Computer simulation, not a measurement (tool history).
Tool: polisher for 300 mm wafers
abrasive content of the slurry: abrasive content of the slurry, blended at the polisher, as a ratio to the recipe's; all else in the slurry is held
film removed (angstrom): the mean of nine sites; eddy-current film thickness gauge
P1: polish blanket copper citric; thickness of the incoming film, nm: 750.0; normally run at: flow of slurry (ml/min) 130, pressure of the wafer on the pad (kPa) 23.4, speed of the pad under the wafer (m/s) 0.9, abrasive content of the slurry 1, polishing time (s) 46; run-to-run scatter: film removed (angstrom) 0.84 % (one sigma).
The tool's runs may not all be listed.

run	hour	flow of slurry (ml/min)	pressure of the wafer on the pad (kPa)	speed of the pad under the wafer (m/s)	abrasive content of the slurry	polishing time (s)	film removed (angstrom)
1	12.6	130	23.4	0.9	1	46	1216.8
2	26	130	23.4	0.9	1.4	46	1286.1
3	36.6	130	23.4	0.9	1	46	1202.4
4	48	130	23.4	0.9	1	46	1202.8
5	63.5	130	23.4	0.9	1	46	1207.4
6	72.7	100	23.4	0.9	1	22	537.46
7	88.8	80	30.3	0.9	1	46	1370.5
8	99.9	130	23.4	0.9	0.5	46	1035.2
9	118	85	23.4	0.9	1	46	1093
10	130.3	130	23.4	0.9	1	67	1764.3
11	140.4	130	23.4	0.9	1	46	1213.2
12	157.5	130	33.1	0.9	1	46	1686.6
13	171.8	130	23.4	1.16	1	46	1536

Run 14 comes next. What will it give?
14	187.8	130	23.4	0.9	1	31	?

Run 14 gave film removed (angstrom) 811.87.
